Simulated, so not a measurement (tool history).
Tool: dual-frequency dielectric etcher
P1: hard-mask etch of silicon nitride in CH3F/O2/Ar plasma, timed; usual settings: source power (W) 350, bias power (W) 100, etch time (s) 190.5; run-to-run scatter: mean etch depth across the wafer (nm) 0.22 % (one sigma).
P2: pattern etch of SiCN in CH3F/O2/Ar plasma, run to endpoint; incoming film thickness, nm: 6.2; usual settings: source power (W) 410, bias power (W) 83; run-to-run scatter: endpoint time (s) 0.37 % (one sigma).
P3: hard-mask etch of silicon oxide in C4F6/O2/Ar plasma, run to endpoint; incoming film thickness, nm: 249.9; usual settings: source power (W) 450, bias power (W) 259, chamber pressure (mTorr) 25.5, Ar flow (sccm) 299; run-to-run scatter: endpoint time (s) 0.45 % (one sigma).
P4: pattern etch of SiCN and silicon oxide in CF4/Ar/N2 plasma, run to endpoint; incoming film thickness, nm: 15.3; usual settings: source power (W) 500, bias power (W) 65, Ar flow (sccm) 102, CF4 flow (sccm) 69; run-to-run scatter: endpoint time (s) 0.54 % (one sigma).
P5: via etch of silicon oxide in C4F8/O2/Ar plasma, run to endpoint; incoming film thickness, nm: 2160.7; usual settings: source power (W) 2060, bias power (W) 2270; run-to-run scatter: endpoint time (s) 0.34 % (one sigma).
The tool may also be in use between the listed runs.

run     day  process that ran  source power (W)  bias power (W)  etch time (s)  chamber pressure (mTorr)  Ar flow (sccm)  CF4 flow (sccm)  hours since the last wet clean  hours since the last source power generator calibration  hours since the last bias power generator calibration  mean etch depth across the wafer (nm)  endpoint time (s)
  1   0.200                P1               350             100          190.5                                                                                      232.8                                                   1010.9                                                 2218.4                                140.560
  2   0.404                P1               350             100          119.5                                                                                      237.7                                                   1015.8                                                 2223.3                                 87.874
  3   0.808                P2               410              50                                                                                                     247.4                                                   1025.5                                                 2233.0                                                    18.533
  4   1.000                P1               350             100          190.5                                                                                      252.0                                                   1030.1                                                 2237.6                                140.540
  5   1.246                P1               350             100          190.5                                                                                      257.9                                                   1036.0                                                 2243.5                                140.980
  6   1.442                P5              2060            3214                                                                                                     262.6                                                   1040.7                                                 2248.2                                                   363.270
  7   1.746                P1               350             100          190.5                                                                                      269.9                                                   1048.0                                                 2255.5                                140.020
  8   1.988                P3               450             259                                     25.5             186                                            275.7                                                   1053.8                                                 2261.3                                                    61.574
  9   2.217                P1               350             100          277.5                                                                                      281.2                                                   1059.3                                                 2266.8                                204.280
 10   2.588                P4               500              65                                                       67               69                           290.1                                                   1068.2                                                 2275.7                                                    15.635
 11   2.896                P4               500              65                                                      102               69                           297.5                                                   1075.6                                                 2283.1                                                    16.573
 12   3.108                P5              2060            2270                                                                                                     302.6                                                   1080.7                                                 2288.2                                                   404.080
 13   3.308                P5              1380            2270                                                                                                     307.4                                                   1085.5                                                 2293.0                                                   476.170
 14   3.671                P3               450             259                                     25.5             299                                            316.1                                                   1094.2                                                 2301.7                                                    65.156
 15   3.954                P4               410              65                                                      102               69                           322.9                                                   1101.0                                                 2308.5                                                    19.564
 16   4.175                P5              2060            2270                                                                                                     328.2                                                   1106.3                                                 2313.8                                                   405.810
      4.238  -- bias power generator calibrated
 17   4.475                P4               500              65                                                      102               55                           335.4                                                   1113.5                                                    5.8                                                    17.150
 18   4.812                P4               500              41                                                      102               69                           343.5                                                   1121.6                                                   13.9                                                    19.310
 19   5.179                P2               410              83                                                                                                     352.3                                                   1130.4                                                   22.7                                                    15.733
 20   5.404                P1               450             100          190.5                                                                                      357.7                                                   1135.8                                                   28.1                                154.940
 21   5.679                P2               520              83                                                                                                     364.3                                                   1142.4                                                   34.7                                                    14.289
 22   5.900                P1               430             116          190.5                                                                                      369.6                                                   1147.7                                                   40.0                                159.920
 23   6.188                P1               280             100          190.5                                                                                      376.5                                                   1154.6                                                   46.9                                128.940
 24   6.588                P1               350              74          190.5                                                                                      386.1                                                   1164.2                                                   56.5                                125.910
 25   6.783                P3               450             340                                     25.5             299                                            390.8                                                   1168.9                                                   61.2                                                    58.927
 26   7.033                P1               350             100          190.5                                                                                      396.8                                                   1174.9                                                   67.2                                140.040
 27   7.433                P1               350             120          190.5                                                                                      406.4                                                   1184.5                                                   76.8                                150.050
 28   7.833                P3               450             259                                     25.5             299                                            416.0                                                   1194.1                                                   86.4                                                    65.618
 29   8.075                P3               450             259                                     36.5             299                                            421.8                                                   1199.9                                                   92.2                                                    68.095
 30   8.312                P3               270             259                                     25.5             299                                            427.5                                                   1205.6                                                   97.9                                                    79.285
 31   8.612                P1               350             100          190.5                                                                                      434.7                                                   1212.8                                                  105.1                                141.000
 32   8.996                P1               350             100          190.5                                                                                      443.9                                                   1222.0                                                  114.3                                141.520
 33   9.329                P1               350             100          190.5                                                                                      451.9                                                   1230.0                                                  122.3                                141.360
      9.471  -- wet clean of the chamber
 34   9.650                P1               350             100          190.5                                                                                        4.3                                                   1237.7                                                  130.0                                141.530
 35   9.946                P1               350             100          190.5                                                                                       11.4                                                   1244.8                                                  137.1                                141.880
 36  10.271                P1               350             100          190.5                                                                                       19.2                                                   1252.6                                                  144.9                                142.300
 37  10.479                P1               350             100          190.5                                                                                       24.2                                                   1257.6                                                  149.9                                141.750
 38  10.708                P1               350             100          190.5                                                                                       29.7                                                   1263.1                                                  155.4                                142.210

What P1 gives has crept away from where it was. These 2 causes fit the log equally well, each at the size given:
A: source power that arrives over what is set, % = 3.5
B: bias power that arrives over what is set, % = 3.5
The creep began at about day 8.612.
Why every other cause is out:
chamber walls in a state that raises the etch rate, %: serviced at day 9.471, which brought nothing back

4 check runs are offered, each on 5 wafers whose results are averaged, their results left as question marks. Which one tells the causes apart?
check 1  10.938                P4               500              42                                                      102               69                                                                                                                                                                                                         ?
check 2  10.938                P3               290             259                                     25.5             206                                                                                                                                                                                                                          ?
check 3  10.938                P5              1630            2984                                                                                                                                                                                                                                                                                   ?
check 4  10.938                P2               490              53                                                                                                                                                                                                                                                                                   ?

What each check would give under each cause:
  check             result     if A     if B
check 1  endpoint time (s)   18.364   18.749
check 2  endpoint time (s)   73.179   73.258
check 3  endpoint time (s)  403.860  404.880
check 4  endpoint time (s)   16.855   16.892
How far apart the two closest causes lie, in the result that separates them most: check 1 2.07 %; check 2 0.11 %; check 3 0.25 %; check 4 0.21 %
Only check 1 tells the causes apart: in the others they would give nearly the same result.

Then check 1 was run and gave: endpoint time (s) 18.786. Which cause is it?

It is B: bias power that arrives over what is set, %.
